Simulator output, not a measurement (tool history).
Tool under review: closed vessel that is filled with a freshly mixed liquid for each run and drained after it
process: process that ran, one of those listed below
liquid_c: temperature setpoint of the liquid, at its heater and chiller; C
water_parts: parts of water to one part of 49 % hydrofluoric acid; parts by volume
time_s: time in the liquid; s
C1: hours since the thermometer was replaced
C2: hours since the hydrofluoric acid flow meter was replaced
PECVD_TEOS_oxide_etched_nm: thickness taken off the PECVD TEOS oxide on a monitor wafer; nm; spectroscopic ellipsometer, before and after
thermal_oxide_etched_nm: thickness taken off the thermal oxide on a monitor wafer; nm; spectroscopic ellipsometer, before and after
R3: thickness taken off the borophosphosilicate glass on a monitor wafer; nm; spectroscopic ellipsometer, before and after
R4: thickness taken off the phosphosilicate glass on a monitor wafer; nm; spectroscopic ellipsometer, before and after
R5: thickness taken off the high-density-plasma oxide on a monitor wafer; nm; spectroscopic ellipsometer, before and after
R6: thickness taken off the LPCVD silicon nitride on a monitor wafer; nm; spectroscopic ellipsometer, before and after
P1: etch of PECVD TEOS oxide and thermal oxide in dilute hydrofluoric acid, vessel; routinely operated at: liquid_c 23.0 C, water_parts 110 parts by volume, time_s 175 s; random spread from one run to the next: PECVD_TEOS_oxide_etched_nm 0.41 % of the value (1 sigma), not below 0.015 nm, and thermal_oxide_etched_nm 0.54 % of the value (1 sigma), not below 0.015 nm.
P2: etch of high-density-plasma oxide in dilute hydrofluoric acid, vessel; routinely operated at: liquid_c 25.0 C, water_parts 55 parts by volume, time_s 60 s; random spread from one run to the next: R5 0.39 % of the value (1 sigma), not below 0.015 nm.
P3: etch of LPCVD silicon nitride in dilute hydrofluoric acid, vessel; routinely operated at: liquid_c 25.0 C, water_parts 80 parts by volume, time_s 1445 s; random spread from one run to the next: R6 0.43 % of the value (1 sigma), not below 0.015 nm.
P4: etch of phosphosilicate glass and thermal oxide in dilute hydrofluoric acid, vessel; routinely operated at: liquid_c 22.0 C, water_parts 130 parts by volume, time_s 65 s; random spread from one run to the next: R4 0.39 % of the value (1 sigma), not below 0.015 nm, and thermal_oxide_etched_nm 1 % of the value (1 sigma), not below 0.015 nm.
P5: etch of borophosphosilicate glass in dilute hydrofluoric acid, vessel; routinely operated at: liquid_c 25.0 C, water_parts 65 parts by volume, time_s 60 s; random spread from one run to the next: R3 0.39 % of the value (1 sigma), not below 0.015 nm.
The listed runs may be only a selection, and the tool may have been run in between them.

Run 1, hour 8.0: process P1, liquid_c 23.0 C, water_parts 110 parts by volume, time_s 175 s; C1 211.2; C2 1559.1. Result: PECVD_TEOS_oxide_etched_nm 17.2040 nm, thermal_oxide_etched_nm 7.0498 nm.
Run 2, hour 14.5: process P5, liquid_c 25.0 C, water_parts 20 parts by volume, time_s 60 s; C1 217.7; C2 1565.6. Result: R3 227.350 nm.
Run 3, hour 19.0: process P4, liquid_c 22.0 C, water_parts 130 parts by volume, time_s 110 s; C1 222.2; C2 1570.1. Result: thermal_oxide_etched_nm 3.3995 nm, R4 63.755 nm.
Run 4, hour 26.7: process P1, liquid_c 28.5 C, water_parts 35 parts by volume, time_s 175 s; C1 229.9; C2 1577.8. Result: PECVD_TEOS_oxide_etched_nm 75.2840 nm, thermal_oxide_etched_nm 30.6600 nm.
Run 5, hour 32.7: process P1, liquid_c 23.0 C, water_parts 110 parts by volume, time_s 175 s; C1 235.9; C2 1583.8. Result: PECVD_TEOS_oxide_etched_nm 17.1670 nm, thermal_oxide_etched_nm 7.0725 nm.
Run 6, hour 39.6: process P1, liquid_c 23.0 C, water_parts 110 parts by volume, time_s 175 s; C1 242.8; C2 1590.7. Result: PECVD_TEOS_oxide_etched_nm 17.2840 nm, thermal_oxide_etched_nm 7.0301 nm.
Run 7, hour 45.3: process P1, liquid_c 23.0 C, water_parts 110 parts by volume, time_s 300 s; C1 248.5; C2 1596.4. Result: PECVD_TEOS_oxide_etched_nm 29.6940 nm, thermal_oxide_etched_nm 12.0600 nm.
Run 8, hour 53.3: process P5, liquid_c 25.0 C, water_parts 65 parts by volume, time_s 115 s; C1 256.5; C2 1604.4. Result: R3 125.100 nm.
Run 9, hour 58.7: process P5, liquid_c 25.0 C, water_parts 65 parts by volume, time_s 60 s; C1 261.9; C2 1609.8. Result: R3 66.061 nm.
Run 10, hour 67.1: process P1, liquid_c 19.5 C, water_parts 55 parts by volume, time_s 175 s; C1 270.3; C2 1618.2. Result: PECVD_TEOS_oxide_etched_nm 31.7020 nm, thermal_oxide_etched_nm 12.9640 nm.
Run 11, hour 73.9: process P4, liquid_c 22.0 C, water_parts 200 parts by volume, time_s 65 s; C1 277.1; C2 1625.0. Result: thermal_oxide_etched_nm 1.2289 nm, R4 22.748 nm.
Run 12, hour 82.3: process P2, liquid_c 25.0 C, water_parts 95 parts by volume, time_s 60 s; C1 285.5; C2 1633.4. Result: R5 3.3553 nm.
Run 13, hour 92.2: process P5, liquid_c 17.0 C, water_parts 65 parts by volume, time_s 60 s; C1 295.4; C2 1643.3. Result: R3 47.089 nm.
Run 14, hour 100.4: process P1, liquid_c 17.5 C, water_parts 110 parts by volume, time_s 175 s; C1 303.6; C2 1651.5. Result: PECVD_TEOS_oxide_etched_nm 13.6730 nm, thermal_oxide_etched_nm 5.6016 nm.
Run 15, hour 108.4: process P2, liquid_c 25.0 C, water_parts 55 parts by volume, time_s 60 s; C1 311.6; C2 1659.5. Result: R5 6.1132 nm.
Run 16, hour 114.7: process P4, liquid_c 29.5 C, water_parts 130 parts by volume, time_s 65 s; C1 317.9; C2 1665.8. Result: thermal_oxide_etched_nm 2.7064 nm, R4 50.286 nm.
Run 17, hour 119.8: process P1, liquid_c 23.0 C, water_parts 110 parts by volume, time_s 175 s; C1 323.0; C2 1670.9. Result: PECVD_TEOS_oxide_etched_nm 17.3990 nm, thermal_oxide_etched_nm 6.9807 nm.
Run 18, hour 129.5: process P2, liquid_c 25.0 C, water_parts 55 parts by volume, time_s 95 s; C1 332.7; C2 1680.6. Result: R5 9.7341 nm.
Run 19, hour 138.8: process P3, liquid_c 25.0 C, water_parts 80 parts by volume, time_s 2185 s; C1 342.0; C2 1689.9. Result: R6 13.3060 nm.
Run 20, hour 145.4: process P2, liquid_c 25.0 C, water_parts 55 parts by volume, time_s 60 s; C1 348.6; C2 1696.5. Result: R5 6.1546 nm.
Run 21, hour 153.0: process P3, liquid_c 25.0 C, water_parts 80 parts by volume, time_s 1445 s; C1 356.2; C2 1704.1. Result: R6 8.7907 nm.
Run 22, hour 159.8: process P2, liquid_c 32.0 C, water_parts 55 parts by volume, time_s 60 s; C1 363.0; C2 1710.9. Result: R5 8.0897 nm.
Run 23, hour 165.3: process P3, liquid_c 25.0 C, water_parts 50 parts by volume, time_s 1445 s; C1 368.5; C2 1716.4. Result: R6 14.0150 nm.
Run 24, hour 175.3: process P1, liquid_c 23.0 C, water_parts 190 parts by volume, time_s 175 s; C1 378.5; C2 1726.4. Result: PECVD_TEOS_oxide_etched_nm 9.1236 nm, thermal_oxide_etched_nm 3.7423 nm.
Run 25, hour 184.6: process P1, liquid_c 28.5 C, water_parts 110 parts by volume, time_s 175 s; C1 387.8; C2 1735.7. Result: PECVD_TEOS_oxide_etched_nm 21.3870 nm, thermal_oxide_etched_nm 8.6086 nm.
Run 26, hour 192.4: process P1, liquid_c 23.0 C, water_parts 110 parts by volume, time_s 35 s; C1 395.6; C2 1743.5. Result: PECVD_TEOS_oxide_etched_nm 3.4605 nm, thermal_oxide_etched_nm 1.3842 nm.
Run 27, hour 200.6: process P1, liquid_c 23.0 C, water_parts 110 parts by volume, time_s 175 s; C1 403.8; C2 1751.7. Result: PECVD_TEOS_oxide_etched_nm 17.3660 nm, thermal_oxide_etched_nm 7.0000 nm.
Run 28, hour 208.4: process P4, liquid_c 22.0 C, water_parts 130 parts by volume, time_s 65 s; C1 411.6; C2 1759.5. Result: thermal_oxide_etched_nm 2.0339 nm, R4 37.616 nm.
Run 29, hour 214.7: process P1, liquid_c 23.0 C, water_parts 110 parts by volume, time_s 175 s; C1 417.9; C2 1765.8. Result: PECVD_TEOS_oxide_etched_nm 17.3070 nm, thermal_oxide_etched_nm 6.9809 nm.
Run 30, hour 224.2: process P1, liquid_c 23.0 C, water_parts 20 parts by volume, time_s 175 s; C1 427.4; C2 1775.3. Result: PECVD_TEOS_oxide_etched_nm 105.9700 nm, thermal_oxide_etched_nm 42.8150 nm.
Run 31, hour 232.0: process P3, liquid_c 30.0 C, water_parts 80 parts by volume, time_s 1445 s; C1 435.2; C2 1783.1. Result: R6 12.1670 nm.
Run 32, hour 237.2: process P4, liquid_c 22.0 C, water_parts 130 parts by volume, time_s 65 s; C1 440.4; C2 1788.3. Result: thermal_oxide_etched_nm 2.0331 nm, R4 37.723 nm.
Run 33, hour 247.5: process P1, liquid_c 23.0 C, water_parts 110 parts by volume, time_s 175 s; C1 450.7; C2 1798.6. Result: PECVD_TEOS_oxide_etched_nm 17.1840 nm, thermal_oxide_etched_nm 6.9203 nm.
Run 34, hour 255.7: process P1, liquid_c 23.0 C, water_parts 110 parts by volume, time_s 175 s; C1 458.9; C2 1806.8. Result: PECVD_TEOS_oxide_etched_nm 16.7410 nm, thermal_oxide_etched_nm 6.7982 nm.
Run 35, hour 263.2: process P1, liquid_c 23.0 C, water_parts 110 parts by volume, time_s 175 s; C1 466.4; C2 1814.3. Result: PECVD_TEOS_oxide_etched_nm 16.5010 nm, thermal_oxide_etched_nm 6.6670 nm.
Run 36, hour 268.1: process P1, liquid_c 23.0 C, water_parts 110 parts by volume, time_s 175 s; C1 471.3; C2 1819.2. Result: PECVD_TEOS_oxide_etched_nm 16.2630 nm, thermal_oxide_etched_nm 6.6143 nm.
Run 37, hour 278.1: process P1, liquid_c 23.0 C, water_parts 110 parts by volume, time_s 175 s; C1 481.3; C2 1829.2. Result: PECVD_TEOS_oxide_etched_nm 16.0630 nm, thermal_oxide_etched_nm 6.4394 nm.
Run 38, hour 286.8: process P1, liquid_c 23.0 C, water_parts 110 parts by volume, time_s 175 s; C1 490.0; C2 1837.9. Result: PECVD_TEOS_oxide_etched_nm 16.0200 nm, thermal_oxide_etched_nm 6.4897 nm.
Run 39, hour 295.8: process P1, liquid_c 23.0 C, water_parts 110 parts by volume, time_s 175 s; C1 499.0; C2 1846.9. Result: PECVD_TEOS_oxide_etched_nm 15.9020 nm, thermal_oxide_etched_nm 6.4536 nm.
Run 40, hour 302.5: process P1, liquid_c 23.0 C, water_parts 110 parts by volume, time_s 175 s; C1 505.7; C2 1853.6. Result: PECVD_TEOS_oxide_etched_nm 15.8020 nm, thermal_oxide_etched_nm 6.3901 nm.
Run 41, hour 312.0: process P1, liquid_c 23.0 C, water_parts 110 parts by volume, time_s 175 s; C1 515.2; C2 1863.1. Result: PECVD_TEOS_oxide_etched_nm 15.8180 nm, thermal_oxide_etched_nm 6.4020 nm.
Run 42, hour 317.8: process P1, liquid_c 23.0 C, water_parts 110 parts by volume, time_s 175 s; C1 521.0; C2 1868.9. Result: PECVD_TEOS_oxide_etched_nm 15.7840 nm, thermal_oxide_etched_nm 6.4167 nm.
Run 43, hour 325.9: process P1, liquid_c 23.0 C, water_parts 110 parts by volume, time_s 175 s; C1 529.1; C2 1877.0. Result: PECVD_TEOS_oxide_etched_nm 15.8360 nm, thermal_oxide_etched_nm 6.4489 nm.

Compared with where it was, what P1 gives has crept away. Each cause listed below fits the log as well as the rest, at the size given for it:
A: hydrofluoric acid flow below the setpoint (%) = 7.68
B: liquid colder than its thermometer reads (K) = 2.27
At approximately hour 247.5, the process output began to creep.

4 check runs are offered, one wafer each, their results left as question marks. Which one tells the causes apart?
Run check 1, hour 334.0: process P5, liquid_c 20.5 C, water_parts 65 parts by volume, time_s 80 s. Result: R3 ?.
Run check 2, hour 334.0: process P3, liquid_c 30.0 C, water_parts 80 parts by volume, time_s 2025 s. Result: R6 ?.
Run check 3, hour 334.0: process P2, liquid_c 32.0 C, water_parts 75 parts by volume, time_s 60 s. Result: R5 ?.
Run check 4, hour 334.0: process P4, liquid_c 25.5 C, water_parts 130 parts by volume, time_s 65 s. Result: thermal_oxide_etched_nm ?, R4 ?.

Outcome of each check run for each possible cause:
  check                   result     if A     if B
check 1                       R3   66.992   66.355
check 2                       R6  15.7260  14.7340
check 3                       R5   5.2584   5.2749
check 4  thermal_oxide_etched_nm   2.1098   2.1209
check 4                       R4   39.454   39.661
Distance between the nearest two causes, measured in the result of the check that separates them most: check 1 0.95 %; check 2 6.52 %; check 3 0.31 %; check 4 0.52 %
Only in check 2 would the causes give clearly different results; in the remaining checks their results would be nearly the same.

Check 2 was carried out, with these results: R6 15.6030 nm. Which of the listed causes is responsible?

A is the cause: hydrofluoric acid flow below the setpoint (%).

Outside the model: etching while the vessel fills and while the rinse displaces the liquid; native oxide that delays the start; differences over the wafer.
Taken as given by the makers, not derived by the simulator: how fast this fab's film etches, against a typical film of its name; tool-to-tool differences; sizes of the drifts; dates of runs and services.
